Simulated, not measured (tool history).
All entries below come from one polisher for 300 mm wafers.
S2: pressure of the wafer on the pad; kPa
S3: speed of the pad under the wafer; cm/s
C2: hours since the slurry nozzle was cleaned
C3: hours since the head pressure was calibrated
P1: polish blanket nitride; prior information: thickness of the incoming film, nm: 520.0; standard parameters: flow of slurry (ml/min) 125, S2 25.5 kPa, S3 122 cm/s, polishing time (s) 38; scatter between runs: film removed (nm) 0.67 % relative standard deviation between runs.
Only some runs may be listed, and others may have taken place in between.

{"run": 1, "hour": 8.3, "flow of slurry (ml/min)": 125, "S2": 25.5, "S3": 122, "polishing time (s)": 38, "wafers polished on this pad": 301, "C2": 249.3, "C3": 985.9, "film removed (nm)": 74.706}
{"run": 2, "hour": 24.6, "flow of slurry (ml/min)": 125, "S2": 11.7, "S3": 122, "polishing time (s)": 38, "wafers polished on this pad": 430, "C2": 265.6, "C3": 1002.2, "film removed (nm)": 34.317}
{"run": 3, "hour": 34.4, "flow of slurry (ml/min)": 125, "S2": 35.9, "S3": 122, "polishing time (s)": 38, "wafers polished on this pad": 508, "C2": 275.4, "C3": 1012.0, "film removed (nm)": 105.82}
{"run": 4, "hour": 52.0, "flow of slurry (ml/min)": 125, "S2": 25.5, "S3": 122, "polishing time (s)": 38, "wafers polished on this pad": 647, "C2": 293.0, "C3": 1029.6, "film removed (nm)": 74.979}
{"run": 5, "hour": 68.4, "flow of slurry (ml/min)": 75, "S2": 37.2, "S3": 122, "polishing time (s)": 38, "wafers polished on this pad": 777, "C2": 309.4, "C3": 1046.0, "film removed (nm)": 96.187}
{"run": 6, "hour": 86.3, "flow of slurry (ml/min)": 125, "S2": 25.5, "S3": 122, "polishing time (s)": 38, "wafers polished on this pad": 919, "C2": 327.3, "C3": 1063.9, "film removed (nm)": 75.004}
{"run": 7, "hour": 103.5, "flow of slurry (ml/min)": 125, "S2": 25.5, "S3": 60, "polishing time (s)": 38, "wafers polished on this pad": 1056, "C2": 344.5, "C3": 1081.1, "film removed (nm)": 41.97}
{"run": 8, "hour": 112.5, "flow of slurry (ml/min)": 125, "S2": 25.5, "S3": 122, "polishing time (s)": 25, "wafers polished on this pad": 1127, "C2": 353.5, "C3": 1090.1, "film removed (nm)": 48.891}
{"run": 9, "hour": 125.7, "flow of slurry (ml/min)": 125, "S2": 25.5, "S3": 176, "polishing time (s)": 38, "wafers polished on this pad": 1232, "C2": 366.7, "C3": 1103.3, "film removed (nm)": 100.84}
{"run": 10, "hour": 144.3, "flow of slurry (ml/min)": 125, "S2": 25.5, "S3": 122, "polishing time (s)": 38, "wafers polished on this pad": 1379, "C2": 385.3, "C3": 1121.9, "film removed (nm)": 73.991}
{"run": 11, "hour": 162.2, "flow of slurry (ml/min)": 185, "S2": 25.5, "S3": 122, "polishing time (s)": 38, "wafers polished on this pad": 1521, "C2": 403.2, "C3": 1139.8, "film removed (nm)": 79.608}
{"run": 12, "hour": 171.9, "flow of slurry (ml/min)": 75, "S2": 25.5, "S3": 122, "polishing time (s)": 38, "wafers polished on this pad": 1598, "C2": 412.9, "C3": 1149.5, "film removed (nm)": 65.717}
{"run": 13, "hour": 180.8, "flow of slurry (ml/min)": 125, "S2": 25.5, "S3": 122, "polishing time (s)": 38, "wafers polished on this pad": 1669, "C2": 421.8, "C3": 1158.4, "film removed (nm)": 74.799}
{"run": 14, "hour": 193.9, "flow of slurry (ml/min)": 125, "S2": 25.5, "S3": 122, "polishing time (s)": 58, "wafers polished on this pad": 1772, "C2": 434.9, "C3": 1171.5, "film removed (nm)": 112.82}

Forecast run 15:
{"run": 15, "hour": 210.2, "flow of slurry (ml/min)": 85, "S2": 15.2, "S3": 122, "polishing time (s)": 38, "wafers polished on this pad": 1902, "C2": 451.2, "C3": 1187.8, "film removed (nm)": "?"}

Run 15 came out at film removed (nm) 40.321.
